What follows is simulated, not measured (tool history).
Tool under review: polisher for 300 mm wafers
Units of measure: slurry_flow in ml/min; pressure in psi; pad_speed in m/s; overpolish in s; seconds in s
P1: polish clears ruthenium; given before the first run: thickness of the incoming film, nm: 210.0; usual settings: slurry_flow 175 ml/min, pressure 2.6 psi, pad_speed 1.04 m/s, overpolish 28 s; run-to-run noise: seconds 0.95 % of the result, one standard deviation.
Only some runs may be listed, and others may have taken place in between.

run   hour  slurry_flow  pressure  pad_speed  overpolish  seconds
  1    7.7          175       2.6       1.04          28   138.63
  2   17.3          175       2.6       1.04          28   136.92
  3     27          105       2.6       1.04          28   153.11
  4   42.3          175       2.6       1.32          14   107.38
  5   50.5          175       2.6       1.04          28   135.28
  6   60.4          175       2.6       1.04          28   134.74
  7   67.6          240       2.6       1.04          28   133.11
  8   78.9          175       2.6       1.64          28   88.224
  9   89.6          175       1.2       1.04          28   296.85
 10  101.2          105       2.6       1.04          52   151.88
 11  113.8          175       2.6       0.48          28   295.47
 12  122.2          175       2.6       1.04           8   137.32
 13  133.4          175       2.6       1.04          51   137.61
     135.7  -- head pressure recalibrated
 14  144.7          175       3.9       1.56          28   60.407
 15  152.9          175       2.6       1.04          28   137.94
 16    164          175       3.7       1.04          28   97.139
 17  178.8          175       2.6       1.04          28   137.81
 18  193.4          175       2.6       1.04          28   142.13
 19  208.2          175       2.6       1.04          28   145.54
 20  217.9          175       2.6       1.04          28    141.1
 21  225.9          175       2.6       1.04          28   143.75
 22  232.7          175       2.6       1.04          28    141.8
     235.7  -- head pressure recalibrated
 23  240.1          175       2.6       1.04          28   142.65
 24  251.2          175       2.6       1.04          28   145.17
 25  264.6          175       2.6       1.04          28   145.66

Compared with where it was, what P1 gives has crept away. Each cause listed below fits the log as well as the rest, at the size given for it:
A: slurry flow missing at the pad, % = 26.9
B: removal rate lost through wear of the pad, % = 5.29
The drift started at roughly hour 178.8.
Why every other cause is out:
head's pressure below its setpoint, %: its service at hour 235.7 followed the start of the drift and did not put the process back to its old value

The list below offers 4 check runs, each averaging the results of 5 wafers, and shows each result as a question mark. For which of them would the listed causes give clearly different results?
check 1   278          175       3.7       1.04          28        ?
check 2   278          175       1.2        1.6          28        ?
check 3   278          105       2.6       1.04          46        ?
check 4   278          175       2.6       1.04          49        ?

How each check would come out, cause by cause:
  check   result    if A    if B
check 1  seconds  101.79  101.78
check 2  seconds  204.01  203.99
check 3  seconds  164.84   159.7
check 4  seconds  144.86  144.85
Separation of the two closest causes in each check, using whichever result separates them best: check 1 0.01 %; check 2 0.01 %; check 3 3.17 %; check 4 0.01 %
Check 3 distinguishes between the causes, while the remaining checks would return nearly the same result for all of them.

Running check 3 produced the following: seconds 164.07 s. Which one of the listed causes fits?

The correct cause is A, namely: slurry flow missing at the pad, %.

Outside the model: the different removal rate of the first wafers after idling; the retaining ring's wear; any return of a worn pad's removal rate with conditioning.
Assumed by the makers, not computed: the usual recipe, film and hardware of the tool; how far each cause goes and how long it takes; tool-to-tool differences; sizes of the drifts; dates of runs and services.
